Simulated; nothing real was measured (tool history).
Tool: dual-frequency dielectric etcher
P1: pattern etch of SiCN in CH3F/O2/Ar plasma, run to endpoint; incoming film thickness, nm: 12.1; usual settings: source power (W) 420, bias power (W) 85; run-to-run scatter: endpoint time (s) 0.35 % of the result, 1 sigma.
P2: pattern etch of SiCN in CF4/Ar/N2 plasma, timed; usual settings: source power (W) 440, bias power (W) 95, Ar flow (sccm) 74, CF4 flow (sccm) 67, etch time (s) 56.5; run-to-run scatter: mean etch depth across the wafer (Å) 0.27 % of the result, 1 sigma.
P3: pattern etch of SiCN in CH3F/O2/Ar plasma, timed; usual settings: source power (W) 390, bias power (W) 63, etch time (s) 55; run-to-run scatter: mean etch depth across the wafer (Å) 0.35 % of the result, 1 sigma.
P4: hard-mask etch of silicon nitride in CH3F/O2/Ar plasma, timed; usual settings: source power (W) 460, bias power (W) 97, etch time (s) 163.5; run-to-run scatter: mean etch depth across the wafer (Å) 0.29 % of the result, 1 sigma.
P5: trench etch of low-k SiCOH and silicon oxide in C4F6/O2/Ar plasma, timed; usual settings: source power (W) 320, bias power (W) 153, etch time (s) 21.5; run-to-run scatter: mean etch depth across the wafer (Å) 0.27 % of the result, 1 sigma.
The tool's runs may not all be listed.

run     day  process that ran  source power (W)  bias power (W)  Ar flow (sccm)  CF4 flow (sccm)  etch time (s)  endpoint time (s)  mean etch depth across the wafer (Å)
  1   0.762                P1               420              85                                                             30.935
  2   1.267                P2               440              95              46               67           56.5                                                    582.5
  3   1.929                P5               220             153                                            21.5                                                   495.06
  4   2.342                P3               390              48                                              55                                                   182.88
  5   2.854                P4               460              65                                           163.5                                                   1146.6
  6   3.233                P4               650              97                                           163.5                                                   1502.6
  7   3.962                P2               440              95              74               84           56.5                                                   567.25
  8   4.696                P3               390              63                                              75                                                   274.01
  9   5.346                P2               530              95              74               67           56.5                                                   653.85
 10   5.721                P1               420              85                                                             30.928
 11   6.279                P3               390              63                                              55                                                   198.98
 12   6.792                P1               420              85                                                             31.127
 13   7.258                P1               530              85                                                             28.265
 14   7.792                P4               460              97                                           163.5                                                   1307.3
 15   8.375                P1               350             106                                                             30.545
 16   9.008                P4               460              97                                              90                                                    724.1
 17   9.662                P2               440              95              74               67           79.5                                                   777.15
 18  10.025                P2               440              58              74               67           56.5                                                   467.59
 19  10.504                P5               320             153                                            21.5                                                   572.02
 20  11.029                P1               280              85                                                             35.888
 21  11.512                P4               460              97                                           163.5                                                   1312.3
 22  12.025                P3               230              63                                              55                                                   163.91
 23  12.704                P1               420              85                                                             30.958
 24  13.321                P1               420              85                                                             30.868
 25  13.854                P5               320             201                                            21.5                                                   623.35
 26  14.262                P2               440              95              74               67           56.5                                                   554.81
 27  14.775                P1               420              85                                                             30.836
     14.846  -- source power generator calibrated
 28  15.375                P1               420              53                                                             36.281
 29  15.892                P1               420             102                                                             28.967
 30  16.546                P5               320             153                                            30.5                                                   814.15
 31  17.308                P3               390              63                                              55                                                   198.57
 32  17.788                P1               420              85                                                             30.717
 33  18.525                P1               420              85                                                             31.124
 34  19.283                P1               420              85                                                             31.363
 35  20.012                P1               420              85                                                             31.191
 36  20.721                P1               420              85                                                             31.423
     21.088  -- wet clean of the chamber
 37  21.212                P1               420              85                                                             31.289
 38  21.788                P1               420              85                                                             31.479
 39  22.321                P1               420              85                                                             31.393
 40  23.025                P1               420              85                                                              31.77
 41  23.671                P1               420              85                                                             31.479
 42  24.242                P1               420              85                                                             31.407

What P1 gives has crept away from where it was. These 2 causes fit the log equally well, each at the size given:
A: bias power that arrives under what is set, % = 4.76
B: source power that arrives under what is set, % = 4.65
The creep began at about day 17.788.
Why every other cause is out:
chamber walls in a state that lowers the etch rate, %: serviced at day 21.088, which brought nothing back

4 check runs are offered, one wafer each, their results left as question marks. Which one tells the causes apart?
check 1  24.812                P4               620              97                                              90                                                        ?
check 2  24.812                P3               300              63                                              55                                                        ?
check 3  24.812                P5               320             199                                            30.5                                                        ?
check 4  24.812                P2               440              95              74               67             74                                                        ?

What each check would give under each cause:
  check                                result    if A    if B
check 1  mean etch depth across the wafer (Å)  795.94  795.39
check 2  mean etch depth across the wafer (Å)  178.43  178.27
check 3  mean etch depth across the wafer (Å)  867.91   865.8
check 4  mean etch depth across the wafer (Å)  711.78  694.53
How far apart the two closest causes lie, in the result that separates them most: check 1 0.07 %; check 2 0.09 %; check 3 0.24 %; check 4 2.45 %
Check 4 tells the causes apart: in the others they would give nearly the same result.

Then check 4 was run and gave: mean etch depth across the wafer (Å) 712.26. Which cause is it?

It is A: bias power that arrives under what is set, %.
